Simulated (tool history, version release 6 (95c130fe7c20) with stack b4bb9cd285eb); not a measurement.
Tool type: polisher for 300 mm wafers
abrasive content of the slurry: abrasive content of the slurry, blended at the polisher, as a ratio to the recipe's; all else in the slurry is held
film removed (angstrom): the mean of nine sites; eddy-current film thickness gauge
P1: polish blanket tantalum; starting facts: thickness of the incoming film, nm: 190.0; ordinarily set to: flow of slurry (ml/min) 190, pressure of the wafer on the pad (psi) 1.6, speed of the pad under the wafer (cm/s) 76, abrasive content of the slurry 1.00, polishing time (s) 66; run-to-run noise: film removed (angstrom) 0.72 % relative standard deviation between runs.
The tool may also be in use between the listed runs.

run   hour  flow of slurry (ml/min)  pressure of the wafer on the pad (psi)  speed of the pad under the wafer (cm/s)  abrasive content of the slurry  polishing time (s)  wafers polished on this pad  hours since the slurry nozzle was cleaned  hours since the head pressure was calibrated  hours since the slurry blender was calibrated  film removed (angstrom)
  1    8.4                      190                                     1.6                                       76                            1.00                  66                          121                                      255.5                                         111.5                                           87.0                   715.85
  2   20.3                      190                                     1.6                                       76                            1.00                  66                          202                                      267.4                                         123.4                                           98.9                   717.84
  3   28.5                      190                                     1.6                                       76                            1.00                 104                          257                                      275.6                                         131.6                                          107.1                  1148.40
  4   41.4                      190                                     1.6                                      110                            1.00                  66                          345                                      288.5                                         144.5                                          120.0                  1042.40
  5   51.8                      190                                     1.6                                       36                            1.00                  66                          415                                      298.9                                         154.9                                          130.4                   340.92
  6   67.1                      190                                     1.6                                       76                            1.00                  66                          519                                      314.2                                         170.2                                          145.7                   722.46
  7   76.6                      190                                     0.9                                       76                            1.00                  66                          583                                      323.7                                         179.7                                          155.2                   402.03
  8   85.7                      190                                     1.6                                       76                            1.00                  33                          645                                      332.8                                         188.8                                          164.3                   364.06
  9   99.2                      190                                     2.6                                       76                            1.00                  66                          736                                      346.3                                         202.3                                          177.8                  1180.40
 10  108.0                      115                                     1.6                                       76                            1.00                  66                          796                                      355.1                                         211.1                                          186.6                   666.12
 11  115.4                      190                                     1.6                                       76                            1.00                  66                          846                                      362.5                                         218.5                                          194.0                   721.41
 12  131.1                      190                                     1.6                                       76                            0.50                  66                          952                                      378.2                                         234.2                                          209.7                   564.33
 13  143.2                      190                                     1.6                                       76                            1.50                  66                         1034                                      390.3                                         246.3                                          221.8                   792.56
 14  156.7                      300                                     1.6                                       76                            1.00                  66                         1126                                      403.8                                         259.8                                          235.3                   776.86
 15  166.6                      190                                     1.6                                       76                            1.00                  66                         1193                                      413.7                                         269.7                                          245.2                   728.41
 16  180.7                      125                                     1.6                                       76                            1.35                  66                         1289                                      427.8                                         283.8                                          259.3                   732.17
 17  193.0                      190                                     1.6                                       76                            1.00                  66                         1372                                      440.1                                         296.1                                          271.6                   731.93
 18  205.4                      190                                     1.6                                       76                            1.00                  66                         1456                                      452.5                                         308.5                                          284.0                   683.92
 19  212.5                      190                                     1.6                                       76                            1.00                  66                         1504                                      459.6                                         315.6                                          291.1                   664.90
 20  223.8                      190                                     1.6                                       76                            1.00                  66                         1581                                      470.9                                         326.9                                          302.4                   649.39
     230.6  -- slurry nozzle cleaned
 21  236.8                      190                                     1.6                                       76                            1.00                  66                         1669                                        6.3                                         339.9                                          315.4                   653.17
     238.9  -- head pressure recalibrated
 22  247.2                      190                                     1.6                                       76                            1.00                  66                         1739                                       16.7                                           8.3                                          325.8                   647.74
 23  256.8                      190                                     1.6                                       76                            1.00                  66                         1804                                       26.3                                          17.9                                          335.4                   647.21

Something has made what P1 gives creep away from where it was; the 2 causes below, each at its own stated size, fit the log equally well:
A: removal rate lost through wear of the pad, % = 11
B: abrasive missing from the slurry, % = 30.1
At approximately hour 193.0, the process output began to creep.
Why every other cause is out:
slurry flow missing at the pad, %: serviced at hour 230.6, after the drift had started, without restoring the earlier output
head's pressure below its setpoint, %: serviced at hour 238.9, after the drift had started, without restoring the earlier output

You are offered 4 check runs, listed below with question marks in place of their results; each one averages 2 wafers. Which run separates the listed causes by giving clearly different results for each?
check 1  266.4                      120                                     2.4                                       76                            1.00                  66                                                                                                                                                                                             ?
check 2  266.4                      190                                     1.2                                       76                            0.60                  66                                                                                                                                                                                             ?
check 3  266.4                      190                                     1.6                                       50                            1.00                  99                                                                                                                                                                                             ?
check 4  266.4                      295                                     1.6                                       76                            1.00                  66                                                                                                                                                                                             ?

Outcome of each check run for each possible cause:
  check                   result    if A    if B
check 1  film removed (angstrom)  891.88  892.33
check 2  film removed (angstrom)  405.88  389.03
check 3  film removed (angstrom)  635.77  636.09
check 4  film removed (angstrom)  677.54  677.88
Separation of the two closest causes in each check, using whichever result separates them best: check 1 0.05 %; check 2 4.24 %; check 3 0.05 %; check 4 0.05 %
Of the check runs offered, only check 2 discriminates between the causes; the rest would read about the same regardless of which cause applies.

After running check 2, the following was obtained: film removed (angstrom) 408.49. Which cause does this point to?

The correct cause is A, namely: removal rate lost through wear of the pad, %.

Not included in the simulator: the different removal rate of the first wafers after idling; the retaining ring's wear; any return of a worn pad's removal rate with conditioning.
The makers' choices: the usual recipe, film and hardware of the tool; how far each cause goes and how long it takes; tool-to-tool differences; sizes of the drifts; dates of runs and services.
